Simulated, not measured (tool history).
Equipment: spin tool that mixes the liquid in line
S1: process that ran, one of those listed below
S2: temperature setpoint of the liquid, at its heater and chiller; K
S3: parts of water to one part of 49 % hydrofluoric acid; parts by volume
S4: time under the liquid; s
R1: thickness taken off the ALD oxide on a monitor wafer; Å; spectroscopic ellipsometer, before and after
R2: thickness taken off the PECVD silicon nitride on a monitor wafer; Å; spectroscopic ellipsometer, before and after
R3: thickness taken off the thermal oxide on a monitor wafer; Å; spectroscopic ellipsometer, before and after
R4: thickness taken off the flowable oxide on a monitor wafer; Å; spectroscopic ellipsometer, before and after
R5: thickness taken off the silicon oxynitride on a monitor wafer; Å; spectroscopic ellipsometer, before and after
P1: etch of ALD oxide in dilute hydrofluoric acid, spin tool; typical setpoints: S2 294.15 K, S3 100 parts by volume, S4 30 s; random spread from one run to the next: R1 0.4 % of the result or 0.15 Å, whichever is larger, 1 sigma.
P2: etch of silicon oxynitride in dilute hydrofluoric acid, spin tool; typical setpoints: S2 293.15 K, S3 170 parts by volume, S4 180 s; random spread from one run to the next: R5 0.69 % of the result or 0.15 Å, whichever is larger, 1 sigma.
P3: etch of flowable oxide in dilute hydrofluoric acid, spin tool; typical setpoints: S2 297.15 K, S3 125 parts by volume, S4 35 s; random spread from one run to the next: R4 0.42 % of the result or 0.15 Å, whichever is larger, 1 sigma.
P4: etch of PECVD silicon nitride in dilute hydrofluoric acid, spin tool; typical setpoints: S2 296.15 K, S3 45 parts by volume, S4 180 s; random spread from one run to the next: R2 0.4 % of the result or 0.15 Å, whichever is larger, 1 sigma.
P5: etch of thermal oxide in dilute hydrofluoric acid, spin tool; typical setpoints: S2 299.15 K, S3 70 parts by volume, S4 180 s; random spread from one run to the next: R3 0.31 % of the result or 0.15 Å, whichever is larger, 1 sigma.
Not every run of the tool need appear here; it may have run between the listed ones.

run	hour	S1	S2	S3	S4	R1	R2	R3	R4	R5
1	9.4	P1	294.15	100	30	60.129				
2	16.1	P4	296.15	70	180		100.87			
3	24.8	P5	299.15	35	180			280.98		
4	37.8	P1	294.15	100	30	60.145				
5	43.7	P3	297.15	125	35				76.563	
6	53.1	P5	299.15	70	305			227.66		
7	64.4	P2	293.15	250	180					21.560
8	74.6	P1	294.15	100	15	30.045				
9	85.7	P5	299.15	70	180			134.55		
10	92.2	P1	294.15	100	30	60.070				
11	98.4	P2	293.15	170	180					33.613
12	110.0	P1	294.15	180	30	30.383				
13	121.7	P3	297.15	125	35				76.835	
14	130.7	P3	301.15	125	35				88.692	
15	141.8	P4	302.15	45	180		230.43			
16	154.6	P3	297.15	45	35				235.190	
17	163.4	P1	294.15	100	30	60.110				
18	173.6	P2	293.15	170	345					63.736
19	179.9	P3	297.15	125	15				32.706	
20	190.6	P2	290.15	170	180					28.649
21	200.7	P5	299.15	70	180			135.34		
22	207.0	P4	296.15	45	295		252.14			
23	217.1	P1	294.15	25	30	261.310				
24	229.7	P1	301.15	100	30	79.681				

Forecast run 25:
25	238.8	P1	294.15	100	55	?				

{"run 25": {"R1": 110.59}}
